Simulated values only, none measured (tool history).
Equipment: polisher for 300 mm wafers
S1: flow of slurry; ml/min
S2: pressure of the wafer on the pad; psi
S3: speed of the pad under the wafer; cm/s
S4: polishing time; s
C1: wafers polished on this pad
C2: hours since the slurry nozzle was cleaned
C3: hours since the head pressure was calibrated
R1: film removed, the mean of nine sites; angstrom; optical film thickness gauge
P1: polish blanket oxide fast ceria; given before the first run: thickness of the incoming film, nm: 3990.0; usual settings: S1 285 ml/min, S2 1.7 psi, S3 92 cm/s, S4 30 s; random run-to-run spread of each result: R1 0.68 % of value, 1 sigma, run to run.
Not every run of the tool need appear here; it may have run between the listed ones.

run,hour,S1,S2,S3,S4,C1,C2,C3,R1
1,12.4,285,1.7,92,30,704,150.2,242.8,2141.8
2,26.4,285,1,92,30,917,164.2,256.8,1263.8
3,43.3,425,1.7,92,30,1173,181.1,273.7,2217.6
4,59.6,285,1.7,92,22,1421,197.4,290,1560.5
5,73.6,285,1.7,92,30,1633,211.4,304,2114.7
6,85.3,285,1.7,92,30,1811,223.1,315.7,2113.9
7,94.3,205,1.7,126,30,1948,232.1,324.7,2813.9
8,109.4,285,1.7,92,30,2177,247.2,339.8,2151.8
9,122,170,1.7,92,30,2368,259.8,352.4,2003.1
10,130.9,285,1.7,42,30,2503,268.7,361.3,974.44
11,147.1,285,1.7,92,30,2749,284.9,377.5,2140.7
12,155.3,285,1.7,92,30,2874,293.1,385.7,2118.6
13,166.7,285,1.7,92,46,3047,304.5,397.1,3281.9
14,183,285,2.5,92,30,3295,320.8,413.4,3140.2
15,195.2,285,1.7,136,30,3480,333,425.6,3164.9
16,210,285,1.7,92,30,3705,347.8,440.4,2115

What does the tool deliver on the next run?
17,222.1,285,1.7,92,30,3888,359.9,452.5,?

{"run 17": {"R1": 2115.1}}
